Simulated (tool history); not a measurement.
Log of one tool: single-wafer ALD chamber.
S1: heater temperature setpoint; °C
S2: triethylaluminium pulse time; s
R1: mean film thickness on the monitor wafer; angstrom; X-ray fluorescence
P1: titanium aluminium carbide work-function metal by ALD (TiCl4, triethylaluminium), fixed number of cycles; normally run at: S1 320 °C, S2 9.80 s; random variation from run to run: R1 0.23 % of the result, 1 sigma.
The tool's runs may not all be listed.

run 1 hour=10.8 | S1=320 S2=9.80 | R1=21.125
run 2 hour=24.8 | S1=320 S2=14.12 | R1=21.684
run 3 hour=36.2 | S1=320 S2=4.91 | R1=17.840
run 4 hour=45.9 | S1=320 S2=9.80 | R1=21.176
run 5 hour=58.3 | S1=320 S2=9.80 | R1=21.219
run 6 hour=70.9 | S1=320 S2=9.80 | R1=21.147
run 7 hour=83.0 | S1=320 S2=9.80 | R1=21.130
run 8 hour=92.1 | S1=308 S2=6.81 | R1=18.794
run 9 hour=99.8 | S1=297 S2=9.80 | R1=19.176
run 10 hour=106.6 | S1=345 S2=9.80 | R1=23.268
run 11 hour=120.3 | S1=320 S2=9.80 | R1=21.095
run 12 hour=129.4 | S1=320 S2=9.80 | R1=20.952
run 13 hour=138.7 | S1=320 S2=9.80 | R1=20.828
run 14 hour=145.5 | S1=320 S2=9.80 | R1=20.817

The next listed run, before its measurement:
run 15 hour=159.0 | S1=320 S2=9.80 | R1=?

{"run 15": {"R1": 20.712}}
